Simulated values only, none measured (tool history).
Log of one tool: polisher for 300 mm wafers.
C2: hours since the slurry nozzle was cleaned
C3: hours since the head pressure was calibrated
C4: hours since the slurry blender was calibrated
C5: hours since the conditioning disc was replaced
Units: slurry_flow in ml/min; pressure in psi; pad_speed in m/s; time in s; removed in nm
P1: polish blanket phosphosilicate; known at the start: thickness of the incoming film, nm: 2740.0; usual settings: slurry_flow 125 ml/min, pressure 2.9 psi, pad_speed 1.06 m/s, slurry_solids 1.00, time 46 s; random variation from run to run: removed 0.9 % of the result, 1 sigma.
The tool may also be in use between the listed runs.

{"run": 1, "hour": 13.6, "slurry_flow": 125, "pressure": 2.9, "pad_speed": 1.06, "slurry_solids": 1.0, "time": 46, "wafers polished on this pad": 249, "C2": 413.6, "C3": 395.0, "C4": 69.6, "C5": 110.0, "removed": 397.16}
{"run": 2, "hour": 19.8, "slurry_flow": 125, "pressure": 2.9, "pad_speed": 0.48, "slurry_solids": 1.0, "time": 46, "wafers polished on this pad": 336, "C2": 419.8, "C3": 401.2, "C4": 75.8, "C5": 116.2, "removed": 214.05}
{"hour": 26.5, "done": "slurry nozzle cleaned"}
{"run": 3, "hour": 26.5, "slurry_flow": 125, "pressure": 2.9, "pad_speed": 1.06, "slurry_solids": 1.0, "time": 46, "wafers polished on this pad": 430, "C2": 0.0, "C3": 407.9, "C4": 82.5, "C5": 122.9, "removed": 400.85}
{"run": 4, "hour": 39.4, "slurry_flow": 125, "pressure": 2.9, "pad_speed": 1.06, "slurry_solids": 1.0, "time": 27, "wafers polished on this pad": 611, "C2": 12.9, "C3": 420.8, "C4": 95.4, "C5": 135.8, "removed": 234.58}
{"run": 5, "hour": 52.0, "slurry_flow": 125, "pressure": 2.1, "pad_speed": 1.06, "slurry_solids": 1.0, "time": 46, "wafers polished on this pad": 788, "C2": 25.5, "C3": 433.4, "C4": 108.0, "C5": 148.4, "removed": 292.31}
{"run": 6, "hour": 60.5, "slurry_flow": 125, "pressure": 2.9, "pad_speed": 1.06, "slurry_solids": 1.45, "time": 46, "wafers polished on this pad": 907, "C2": 34.0, "C3": 441.9, "C4": 116.5, "C5": 156.9, "removed": 468.5}
{"run": 7, "hour": 66.9, "slurry_flow": 125, "pressure": 2.9, "pad_speed": 1.06, "slurry_solids": 1.0, "time": 46, "wafers polished on this pad": 997, "C2": 40.4, "C3": 448.3, "C4": 122.9, "C5": 163.3, "removed": 401.49}
{"run": 8, "hour": 80.1, "slurry_flow": 125, "pressure": 4.3, "pad_speed": 1.06, "slurry_solids": 1.0, "time": 46, "wafers polished on this pad": 1182, "C2": 53.6, "C3": 461.5, "C4": 136.1, "C5": 176.5, "removed": 600.26}
{"run": 9, "hour": 93.7, "slurry_flow": 125, "pressure": 2.9, "pad_speed": 1.06, "slurry_solids": 0.8, "time": 31, "wafers polished on this pad": 1373, "C2": 67.2, "C3": 475.1, "C4": 149.7, "C5": 190.1, "removed": 240.85}
{"run": 10, "hour": 103.3, "slurry_flow": 125, "pressure": 2.9, "pad_speed": 1.06, "slurry_solids": 0.55, "time": 46, "wafers polished on this pad": 1508, "C2": 76.8, "C3": 484.7, "C4": 159.3, "C5": 199.7, "removed": 296.29}
{"run": 11, "hour": 113.5, "slurry_flow": 125, "pressure": 2.9, "pad_speed": 1.06, "slurry_solids": 1.0, "time": 72, "wafers polished on this pad": 1651, "C2": 87.0, "C3": 494.9, "C4": 169.5, "C5": 209.9, "removed": 630.18}
{"run": 12, "hour": 125.9, "slurry_flow": 125, "pressure": 2.9, "pad_speed": 1.06, "slurry_solids": 1.0, "time": 46, "wafers polished on this pad": 1825, "C2": 99.4, "C3": 507.3, "C4": 181.9, "C5": 222.3, "removed": 405.31}
{"run": 13, "hour": 138.4, "slurry_flow": 185, "pressure": 2.9, "pad_speed": 1.06, "slurry_solids": 1.0, "time": 46, "wafers polished on this pad": 2000, "C2": 111.9, "C3": 519.8, "C4": 194.4, "C5": 234.8, "removed": 429.67}
{"run": 14, "hour": 147.6, "slurry_flow": 125, "pressure": 2.9, "pad_speed": 1.06, "slurry_solids": 1.0, "time": 46, "wafers polished on this pad": 2129, "C2": 121.1, "C3": 529.0, "C4": 203.6, "C5": 244.0, "removed": 404.99}
{"run": 15, "hour": 158.0, "slurry_flow": 90, "pressure": 2.9, "pad_speed": 1.06, "slurry_solids": 1.0, "time": 46, "wafers polished on this pad": 2275, "C2": 131.5, "C3": 539.4, "C4": 214.0, "C5": 254.4, "removed": 367.11}
{"run": 16, "hour": 164.9, "slurry_flow": 125, "pressure": 2.9, "pad_speed": 1.06, "slurry_solids": 1.0, "time": 46, "wafers polished on this pad": 2372, "C2": 138.4, "C3": 546.3, "C4": 220.9, "C5": 261.3, "removed": 399.12}
{"run": 17, "hour": 178.6, "slurry_flow": 125, "pressure": 2.9, "pad_speed": 1.66, "slurry_solids": 1.0, "time": 46, "wafers polished on this pad": 2565, "C2": 152.1, "C3": 560.0, "C4": 234.6, "C5": 275.0, "removed": 574.64}
{"run": 18, "hour": 192.2, "slurry_flow": 125, "pressure": 2.9, "pad_speed": 1.06, "slurry_solids": 1.0, "time": 46, "wafers polished on this pad": 2755, "C2": 165.7, "C3": 573.6, "C4": 248.2, "C5": 288.6, "removed": 401.1}
{"run": 19, "hour": 202.7, "slurry_flow": 125, "pressure": 2.9, "pad_speed": 1.06, "slurry_solids": 1.0, "time": 46, "wafers polished on this pad": 2903, "C2": 176.2, "C3": 584.1, "C4": 258.7, "C5": 299.1, "removed": 383.45}
{"run": 20, "hour": 214.8, "slurry_flow": 125, "pressure": 2.9, "pad_speed": 1.06, "slurry_solids": 1.0, "time": 46, "wafers polished on this pad": 3073, "C2": 188.3, "C3": 596.2, "C4": 270.8, "C5": 311.2, "removed": 374.6}
{"run": 21, "hour": 227.6, "slurry_flow": 125, "pressure": 2.9, "pad_speed": 1.06, "slurry_solids": 1.0, "time": 46, "wafers polished on this pad": 3252, "C2": 201.1, "C3": 609.0, "C4": 283.6, "C5": 324.0, "removed": 365.19}
{"run": 22, "hour": 237.4, "slurry_flow": 125, "pressure": 2.9, "pad_speed": 1.06, "slurry_solids": 1.0, "time": 46, "wafers polished on this pad": 3390, "C2": 210.9, "C3": 618.8, "C4": 293.4, "C5": 333.8, "removed": 361.52}
{"run": 23, "hour": 247.3, "slurry_flow": 125, "pressure": 2.9, "pad_speed": 1.06, "slurry_solids": 1.0, "time": 46, "wafers polished on this pad": 3529, "C2": 220.8, "C3": 628.7, "C4": 303.3, "C5": 343.7, "removed": 356.09}

Run 24 comes next. What will it give?
{"run": 24, "hour": 258.5, "slurry_flow": 125, "pressure": 2.9, "pad_speed": 1.06, "slurry_solids": 1.0, "time": 46, "wafers polished on this pad": 3686, "C2": 232.0, "C3": 639.9, "C4": 314.5, "C5": 354.9, "removed": "?"}

{"run 24": {"removed": 352.2}}
